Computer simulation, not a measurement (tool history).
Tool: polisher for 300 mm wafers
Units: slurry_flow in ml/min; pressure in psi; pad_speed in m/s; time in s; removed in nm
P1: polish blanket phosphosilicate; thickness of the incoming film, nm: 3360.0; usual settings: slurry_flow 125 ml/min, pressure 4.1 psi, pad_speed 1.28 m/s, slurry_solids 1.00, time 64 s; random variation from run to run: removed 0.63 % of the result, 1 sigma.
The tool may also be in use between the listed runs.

Run 1, day 0.496: slurry_flow 125 ml/min, pressure 4.1 psi, pad_speed 1.28 m/s, slurry_solids 1.00, time 64 s. Result: removed 683.00 nm.
Run 2, day 0.917: slurry_flow 125 ml/min, pressure 4.1 psi, pad_speed 1.82 m/s, slurry_solids 1.00, time 64 s. Result: removed 918.84 nm.
Run 3, day 1.517: slurry_flow 125 ml/min, pressure 4.1 psi, pad_speed 1.28 m/s, slurry_solids 1.50, time 64 s. Result: removed 809.07 nm.
At day 1.654: slurry blender recalibrated.
Run 4, day 2.071: slurry_flow 125 ml/min, pressure 2.1 psi, pad_speed 1.28 m/s, slurry_solids 1.00, time 64 s. Result: removed 353.19 nm.
Run 5, day 2.629: slurry_flow 125 ml/min, pressure 4.1 psi, pad_speed 1.28 m/s, slurry_solids 1.00, time 64 s. Result: removed 688.36 nm.
Run 6, day 3.021: slurry_flow 125 ml/min, pressure 6.3 psi, pad_speed 1.28 m/s, slurry_solids 0.60, time 64 s. Result: removed 809.84 nm.
Run 7, day 3.450: slurry_flow 80 ml/min, pressure 4.1 psi, pad_speed 1.28 m/s, slurry_solids 1.00, time 64 s. Result: removed 615.55 nm.
Run 8, day 3.958: slurry_flow 125 ml/min, pressure 6.3 psi, pad_speed 1.28 m/s, slurry_solids 1.00, time 64 s. Result: removed 1058.40 nm.
Run 9, day 4.367: slurry_flow 125 ml/min, pressure 4.1 psi, pad_speed 1.28 m/s, slurry_solids 1.00, time 30 s. Result: removed 320.57 nm.
Run 10, day 4.900: slurry_flow 125 ml/min, pressure 4.1 psi, pad_speed 1.28 m/s, slurry_solids 1.00, time 64 s. Result: removed 687.93 nm.
Run 11, day 5.388: slurry_flow 125 ml/min, pressure 4.1 psi, pad_speed 1.28 m/s, slurry_solids 0.65, time 64 s. Result: removed 555.22 nm.
At day 5.675: slurry nozzle cleaned.
Run 12, day 5.700: slurry_flow 170 ml/min, pressure 2.3 psi, pad_speed 1.28 m/s, slurry_solids 1.00, time 64 s. Result: removed 406.80 nm.
Run 13, day 6.038: slurry_flow 125 ml/min, pressure 4.1 psi, pad_speed 1.28 m/s, slurry_solids 1.00, time 64 s. Result: removed 687.33 nm.
Run 14, day 6.546: slurry_flow 175 ml/min, pressure 4.1 psi, pad_speed 1.28 m/s, slurry_solids 1.00, time 64 s. Result: removed 731.04 nm.
At day 6.671: head pressure recalibrated.
Run 15, day 6.933: slurry_flow 125 ml/min, pressure 4.1 psi, pad_speed 0.98 m/s, slurry_solids 1.25, time 64 s. Result: removed 606.80 nm.
Run 16, day 7.225: slurry_flow 125 ml/min, pressure 4.1 psi, pad_speed 1.28 m/s, slurry_solids 1.00, time 97 s. Result: removed 1038.90 nm.
Run 17, day 7.517: slurry_flow 125 ml/min, pressure 4.1 psi, pad_speed 0.88 m/s, slurry_solids 1.00, time 64 s. Result: removed 509.14 nm.
Run 18, day 7.788: slurry_flow 125 ml/min, pressure 4.1 psi, pad_speed 1.28 m/s, slurry_solids 1.00, time 64 s. Result: removed 688.30 nm.
Run 19, day 8.171: slurry_flow 125 ml/min, pressure 4.1 psi, pad_speed 1.28 m/s, slurry_solids 1.00, time 64 s. Result: removed 685.25 nm.
Run 20, day 8.717: slurry_flow 125 ml/min, pressure 4.1 psi, pad_speed 1.28 m/s, slurry_solids 1.00, time 64 s. Result: removed 675.25 nm.
Run 21, day 9.046: slurry_flow 125 ml/min, pressure 4.1 psi, pad_speed 1.28 m/s, slurry_solids 1.00, time 64 s. Result: removed 670.23 nm.
Run 22, day 9.650: slurry_flow 125 ml/min, pressure 4.1 psi, pad_speed 1.28 m/s, slurry_solids 1.00, time 64 s. Result: removed 646.95 nm.
Run 23, day 10.250: slurry_flow 125 ml/min, pressure 4.1 psi, pad_speed 1.28 m/s, slurry_solids 1.00, time 64 s. Result: removed 640.95 nm.
Run 24, day 10.846: slurry_flow 125 ml/min, pressure 4.1 psi, pad_speed 1.28 m/s, slurry_solids 1.00, time 64 s. Result: removed 637.24 nm.
At day 10.925: head pressure recalibrated.
At day 11.017: slurry blender recalibrated.
At day 11.100: conditioning disc replaced and pad reconditioned.
Run 25, day 11.308: slurry_flow 125 ml/min, pressure 4.1 psi, pad_speed 1.28 m/s, slurry_solids 1.00, time 64 s. Result: removed 631.74 nm.
Run 26, day 11.638: slurry_flow 125 ml/min, pressure 4.1 psi, pad_speed 1.28 m/s, slurry_solids 1.00, time 64 s. Result: removed 634.49 nm.
Run 27, day 12.100: slurry_flow 125 ml/min, pressure 4.1 psi, pad_speed 1.28 m/s, slurry_solids 1.00, time 64 s. Result: removed 634.23 nm.
Run 28, day 12.367: slurry_flow 125 ml/min, pressure 4.1 psi, pad_speed 1.28 m/s, slurry_solids 1.00, time 64 s. Result: removed 625.15 nm.
Run 29, day 12.871: slurry_flow 125 ml/min, pressure 4.1 psi, pad_speed 1.28 m/s, slurry_solids 1.00, time 64 s. Result: removed 625.35 nm.

What P1 gives has crept away from where it was. These 2 causes fit the log equally well, each at the size given:
A: removal rate lost through wear of the pad, % = 8.11
B: slurry flow missing at the pad, % = 29.9
The creep began at about day 8.171.
Why every other cause is out:
head's pressure below its setpoint, %: serviced at day 10.925, which brought nothing back
abrasive missing from the slurry, %: serviced at day 11.017, which brought nothing back
time polished since the conditioner stopped cutting, s: serviced at day 11.100, which brought nothing back

4 check runs are offered, each on 3 wafers whose results are averaged, their results left as question marks. Which one tells the causes apart?
Run check 1, day 13.375: slurry_flow 125 ml/min, pressure 2.4 psi, pad_speed 1.28 m/s, slurry_solids 1.00, time 34 s. Result: removed ?.
Run check 2, day 13.375: slurry_flow 125 ml/min, pressure 4.1 psi, pad_speed 1.28 m/s, slurry_solids 1.30, time 93 s. Result: removed ?.
Run check 3, day 13.375: slurry_flow 125 ml/min, pressure 4.1 psi, pad_speed 0.94 m/s, slurry_solids 1.45, time 64 s. Result: removed ?.
Run check 4, day 13.375: slurry_flow 90 ml/min, pressure 4.1 psi, pad_speed 1.28 m/s, slurry_solids 1.00, time 96 s. Result: removed ?.

What each check would give under each cause:
  check   result     if A     if B
check 1  removed   196.51   196.48
check 2  removed  1025.90  1025.70
check 3  removed   574.69   574.60
check 4  removed   877.28   853.03
How far apart the two closest causes lie, in the result that separates them most: check 1 0.02 %; check 2 0.02 %; check 3 0.02 %; check 4 2.8 %
Check 4 tells the causes apart: in the others they would give nearly the same result.

Check 4 was then run and gave: removed 853.67 nm. Which cause is it?

It is B: slurry flow missing at the pad, %.
